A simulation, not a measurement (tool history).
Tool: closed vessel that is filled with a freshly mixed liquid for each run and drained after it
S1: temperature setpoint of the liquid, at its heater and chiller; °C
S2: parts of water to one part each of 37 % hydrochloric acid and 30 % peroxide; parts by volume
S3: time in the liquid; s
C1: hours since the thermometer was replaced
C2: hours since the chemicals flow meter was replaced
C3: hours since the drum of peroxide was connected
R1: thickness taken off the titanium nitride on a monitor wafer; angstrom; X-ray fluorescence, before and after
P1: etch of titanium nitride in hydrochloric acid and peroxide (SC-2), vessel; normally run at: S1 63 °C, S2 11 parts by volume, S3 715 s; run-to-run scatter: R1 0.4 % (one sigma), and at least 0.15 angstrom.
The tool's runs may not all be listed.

{"run": 1, "hour": 4.7, "S1": 63, "S2": 11, "S3": 715, "C1": 331.2, "C2": 507.6, "C3": 460.2, "R1": 553.44}
{"run": 2, "hour": 9.9, "S1": 63, "S2": 11, "S3": 715, "C1": 336.4, "C2": 512.8, "C3": 465.4, "R1": 550.62}
{"run": 3, "hour": 17.8, "S1": 63, "S2": 4, "S3": 715, "C1": 344.3, "C2": 520.7, "C3": 473.3, "R1": 1194}
{"run": 4, "hour": 24.7, "S1": 50.5, "S2": 11, "S3": 715, "C1": 351.2, "C2": 527.6, "C3": 480.2, "R1": 248.78}
{"run": 5, "hour": 29.5, "S1": 63, "S2": 18.5, "S3": 405, "C1": 356, "C2": 532.4, "C3": 485, "R1": 199.15}
{"run": 6, "hour": 34.4, "S1": 72, "S2": 11, "S3": 715, "C1": 360.9, "C2": 537.3, "C3": 489.9, "R1": 950.81}
{"run": 7, "hour": 40.7, "S1": 63, "S2": 11, "S3": 715, "C1": 367.2, "C2": 543.6, "C3": 496.2, "R1": 550.74}
{"run": 8, "hour": 45.7, "S1": 63, "S2": 11, "S3": 1130, "C1": 372.2, "C2": 548.6, "C3": 501.2, "R1": 876.98}
{"run": 9, "hour": 53.8, "S1": 63, "S2": 11, "S3": 715, "C1": 380.3, "C2": 556.7, "C3": 509.3, "R1": 552.27}
{"run": 10, "hour": 60.9, "S1": 63, "S2": 16, "S3": 1165, "C1": 387.4, "C2": 563.8, "C3": 516.4, "R1": 650.94}
{"run": 11, "hour": 66.5, "S1": 63, "S2": 16.5, "S3": 715, "C1": 393, "C2": 569.4, "C3": 522, "R1": 387.02}
{"run": 12, "hour": 73.0, "S1": 63, "S2": 11, "S3": 135, "C1": 399.5, "C2": 575.9, "C3": 528.5, "R1": 103.66}
{"run": 13, "hour": 80.4, "S1": 63, "S2": 15, "S3": 1340, "C1": 406.9, "C2": 583.3, "C3": 535.9, "R1": 790.6}
{"run": 14, "hour": 86.5, "S1": 63, "S2": 11, "S3": 715, "C1": 413, "C2": 589.4, "C3": 542, "R1": 553.73}
{"run": 15, "hour": 91.0, "S1": 63, "S2": 11, "S3": 715, "C1": 417.5, "C2": 593.9, "C3": 546.5, "R1": 552.46}
{"run": 16, "hour": 98.8, "S1": 63, "S2": 11, "S3": 715, "C1": 425.3, "C2": 601.7, "C3": 554.3, "R1": 575.44}
{"run": 17, "hour": 105.6, "S1": 63, "S2": 11, "S3": 715, "C1": 432.1, "C2": 608.5, "C3": 561.1, "R1": 587.44}
{"run": 18, "hour": 111.8, "S1": 63, "S2": 11, "S3": 715, "C1": 438.3, "C2": 614.7, "C3": 567.3, "R1": 590.9}
{"run": 19, "hour": 116.9, "S1": 63, "S2": 11, "S3": 715, "C1": 443.4, "C2": 619.8, "C3": 572.4, "R1": 592.12}
{"run": 20, "hour": 123.3, "S1": 63, "S2": 11, "S3": 715, "C1": 449.8, "C2": 626.2, "C3": 578.8, "R1": 595.37}
{"run": 21, "hour": 132.3, "S1": 63, "S2": 11, "S3": 715, "C1": 458.8, "C2": 635.2, "C3": 587.8, "R1": 596.4}
{"run": 22, "hour": 137.8, "S1": 63, "S2": 11, "S3": 715, "C1": 464.3, "C2": 640.7, "C3": 593.3, "R1": 593.21}
{"run": 23, "hour": 143.3, "S1": 63, "S2": 11, "S3": 715, "C1": 469.8, "C2": 646.2, "C3": 598.8, "R1": 596.72}

What P1 gives has crept away from where it was. These 2 causes fit the log equally well, each at the size given:
A: chemicals flow above the setpoint (%) = 9.76
B: liquid hotter than its thermometer reads (K) = 1.28
The creep began at about hour 91.
Why every other cause is out:
peroxide weaker than its label (%): at most 8, which would move R1 by -7.4 %: too little, or the wrong way

4 check runs are offered, each on 2 wafers whose results are averaged, their results left as question marks. Which one tells the causes apart?
{"run": "check 1", "hour": 148.8, "S1": 72, "S2": 11, "S3": 715, "R1": "?"}
{"run": "check 2", "hour": 148.8, "S1": 69.5, "S2": 11, "S3": 715, "R1": "?"}
{"run": "check 3", "hour": 148.8, "S1": 55, "S2": 4, "S3": 715, "R1": "?"}
{"run": "check 4", "hour": 148.8, "S1": 52, "S2": 16, "S3": 715, "R1": "?"}

What each check would give under each cause:
check=check_1 result=R1 if_A=1025.8 if_B=1022
check=check_2 result=R1 if_A=885.41 if_B=883.12
check=check_3 result=R1 if_A=768.39 if_B=784.92
check=check_4 result=R1 if_A=215.1 if_B=215.45
How far apart the two closest causes lie, in the result that separates them most: check 1 0.37 %; check 2 0.26 %; check 3 2.13 %; check 4 0.16 %
Only check 3 tells the causes apart: in the others they would give nearly the same result.

Then check 3 was run and gave: R1 769.87 angstrom. Which cause is it?

It is A: chemicals flow above the setpoint (%).

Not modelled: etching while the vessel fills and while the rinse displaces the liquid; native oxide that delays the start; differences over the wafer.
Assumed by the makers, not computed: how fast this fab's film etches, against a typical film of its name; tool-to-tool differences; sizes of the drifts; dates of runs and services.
